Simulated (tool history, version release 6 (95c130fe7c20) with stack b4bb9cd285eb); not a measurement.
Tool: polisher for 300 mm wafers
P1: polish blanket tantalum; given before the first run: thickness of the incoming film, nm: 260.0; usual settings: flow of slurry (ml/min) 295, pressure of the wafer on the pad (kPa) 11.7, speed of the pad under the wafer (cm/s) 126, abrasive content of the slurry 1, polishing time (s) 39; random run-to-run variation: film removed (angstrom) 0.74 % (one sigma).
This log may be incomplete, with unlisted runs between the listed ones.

run   hour  flow of slurry (ml/min)  pressure of the wafer on the pad (kPa)  speed of the pad under the wafer (cm/s)  abrasive content of the slurry  polishing time (s)  wafers polished on this pad  hours since the slurry nozzle was cleaned  hours since the head pressure was calibrated  hours since the slurry blender was calibrated  film removed (angstrom)
  1   11.3                      295                                    11.7                                      126                               1                  39                          499                                      252.4                                         255.9                                          154.2                   617.38
  2   26.2                      295                                    11.7                                      190                               1                  39                          624                                      267.3                                         270.8                                          169.1                   933.56
  3   43.3                      295                                    11.7                                      126                               1                  22                          768                                      284.4                                         287.9                                          186.2                    346.2
  4   61.1                      295                                    18.6                                      126                               1                  39                          918                                      302.2                                         305.7                                            204                   977.89
  5     79                      295                                    11.7                                      126                               1                  62                         1068                                      320.1                                         323.6                                          221.9                   975.76
  6     97                      295                                    11.7                                      126                             1.5                  39                         1220                                      338.1                                         341.6                                          239.9                   688.97
  7  113.1                      295                                    11.7                                      126                               1                  39                         1355                                      354.2                                         357.7                                            256                    625.8
  8  128.9                      200                                    11.7                                      126                               1                  39                         1488                                        370                                         373.5                                          271.8                   591.18
     138.2  -- slurry blender recalibrated
  9  139.9                      295                                    11.7                                      126                            0.55                  39                         1581                                        381                                         384.5                                            1.7                   497.41
 10  155.1                      295                                    11.7                                      126                               1                  39                         1709                                      396.2                                         399.7                                           16.9                   612.68
 11  165.7                      295                                     7.6                                       56                               1                  39                         1798                                      406.8                                         410.3                                           27.5                   180.09
       172  -- head pressure recalibrated
 12  178.8                      295                                    11.7                                      126                               1                  39                         1908                                      419.9                                           6.8                                           40.6                   627.31
 13  194.2                      460                                    11.7                                      126                               1                  39                         2038                                      435.3                                          22.2                                             56                   638.73
 14  204.9                      295                                    11.7                                       64                               1                  39                         2128                                        446                                          32.9                                           66.7                    313.5
 15  222.4                      295                                     5.5                                      126                               1                  39                         2275                                      463.5                                          50.4                                           84.2                   289.96
 16  237.6                      295                                    11.7                                      126                               1                  39                         2403                                      478.7                                          65.6                                           99.4                   621.48
 17  254.8                      295                                    11.7                                      126                               1                  39                         2548                                      495.9                                          82.8                                          116.6                   580.09
 18  263.3                      295                                    11.7                                      126                               1                  39                         2619                                      504.4                                          91.3                                          125.1                   569.68
 19    278                      295                                    11.7                                      126                               1                  39                         2743                                      519.1                                           106                                          139.8                   560.38
       283  -- slurry nozzle cleaned
 20  290.2                      295                                    11.7                                      126                               1                  39                         2846                                        7.2                                         118.2                                            152                   549.12

What will run 21 give?
     294.5  -- worn pad replaced by a new one
 21  305.7                      295                                    11.7                                      126                               1                  39                           95                                       22.7                                         133.7                                          167.5                        ?

film removed (angstrom): 555.02
